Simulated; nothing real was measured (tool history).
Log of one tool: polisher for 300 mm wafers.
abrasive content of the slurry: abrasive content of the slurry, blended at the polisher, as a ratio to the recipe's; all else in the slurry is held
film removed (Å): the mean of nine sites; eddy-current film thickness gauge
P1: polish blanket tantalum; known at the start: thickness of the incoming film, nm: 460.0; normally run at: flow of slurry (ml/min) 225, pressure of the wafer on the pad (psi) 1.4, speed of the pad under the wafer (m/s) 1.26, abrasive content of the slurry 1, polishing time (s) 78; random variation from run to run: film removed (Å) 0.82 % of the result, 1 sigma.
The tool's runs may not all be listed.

run,hour,flow of slurry (ml/min),pressure of the wafer on the pad (psi),speed of the pad under the wafer (m/s),abrasive content of the slurry,polishing time (s),wafers polished on this pad,hours since the slurry nozzle was cleaned,hours since the head pressure was calibrated,hours since the slurry blender was calibrated,film removed (Å)
1,9.3,225,1.4,1.26,1,78,906,413.6,150.1,60.7,1378.7
2,17.4,225,1.4,1.78,1,78,992,421.7,158.2,68.8,1958.6
3,31.4,225,0.9,1.26,0.75,78,1142,435.7,172.2,82.8,823.9
4,44.7,225,1.4,1.26,0.6,78,1283,449,185.5,96.1,1170.6
5,55.8,225,2.1,1.7,1,78,1402,460.1,196.6,107.2,2847.2
6,68.5,225,2.2,1.26,1,78,1537,472.8,209.3,119.9,2198.6
7,76,225,1.4,1.26,1,78,1617,480.3,216.8,127.4,1412.8
8,90.6,225,1.4,1.26,1,78,1772,494.9,231.4,142,1377.6
9,103.7,225,1.4,1.26,1,78,1912,508,244.5,155.1,1408.4
10,114.4,225,1.4,1.26,1,115,2026,518.7,255.2,165.8,2067
11,121.2,135,1,1.26,1,78,2098,525.5,262,172.6,924.34
12,130,345,1.4,1.26,1,78,2192,534.3,270.8,181.4,1446.3
13,139.3,225,1.4,1.26,1.35,78,2291,543.6,280.1,190.7,1510.5
14,146.1,225,1.4,0.64,1,78,2363,550.4,286.9,197.5,697.85
15,159,225,1.4,1.26,1,35,2501,563.3,299.8,210.4,623.42
16,168.8,135,1.4,1.26,1,78,2605,573.1,309.6,220.2,1287.7
17,178.8,225,1,1.26,1,78,2712,583.1,319.6,230.2,999.27
18,189.4,225,1.4,1.26,1,78,2825,593.7,330.2,240.8,1407.2
19,202.5,225,1.4,1.26,1,78,2964,606.8,343.3,253.9,1404.5
20,215.6,225,1.4,1.26,1,78,3104,619.9,356.4,267,1329.2
21,230.4,225,1.4,1.26,1,78,3261,634.7,371.2,281.8,1299.3
# hour 233.2: slurry nozzle cleaned
22,239.3,225,1.4,1.26,1,78,3356,6.1,380.1,290.7,1272
23,253.5,225,1.4,1.26,1,78,3508,20.3,394.3,304.9,1265.7
# hour 254.4: worn pad replaced by a new one
24,260.7,225,1.4,1.26,1,78,67,27.5,401.5,312.1,1254.3
25,271.2,225,1.4,1.26,1,78,179,38,412,322.6,1239
26,285.9,225,1.4,1.26,1,78,336,52.7,426.7,337.3,1242.6

What P1 gives has crept away from where it was. These 2 causes fit the log equally well, each at the size given:
A: abrasive missing from the slurry, % = 28.1
B: head's pressure below its setpoint, % = 10.1
The creep began at about hour 202.5.
Why every other cause is out:
removal rate lost through wear of the pad, %: serviced at hour 254.4, which brought nothing back
slurry flow missing at the pad, %: serviced at hour 233.2, which brought nothing back

4 check runs are offered, each on 5 wafers whose results are averaged, their results left as question marks. Which one tells the causes apart?
check 1,300.6,160,1.4,1,1,78,,,,,?
check 2,300.6,225,1.4,1.26,0.65,54,,,,,?
check 3,300.6,225,2.1,1.26,1,104,,,,,?
check 4,300.6,290,1.4,1.26,1,78,,,,,?

What each check would give under each cause:
check,result,if A,if B
check 1,film removed (Å),948.27,947.68
check 2,film removed (Å),727.65,751.55
check 3,film removed (Å),2506.7,2505.2
check 4,film removed (Å),1287.4,1286.6
How far apart the two closest causes lie, in the result that separates them most: check 1 0.06 %; check 2 3.23 %; check 3 0.06 %; check 4 0.06 %
Only check 2 tells the causes apart: in the others they would give nearly the same result.

Check 2 was then run and gave: film removed (Å) 752.93. Which cause is it?

It is B: head's pressure below its setpoint, %.
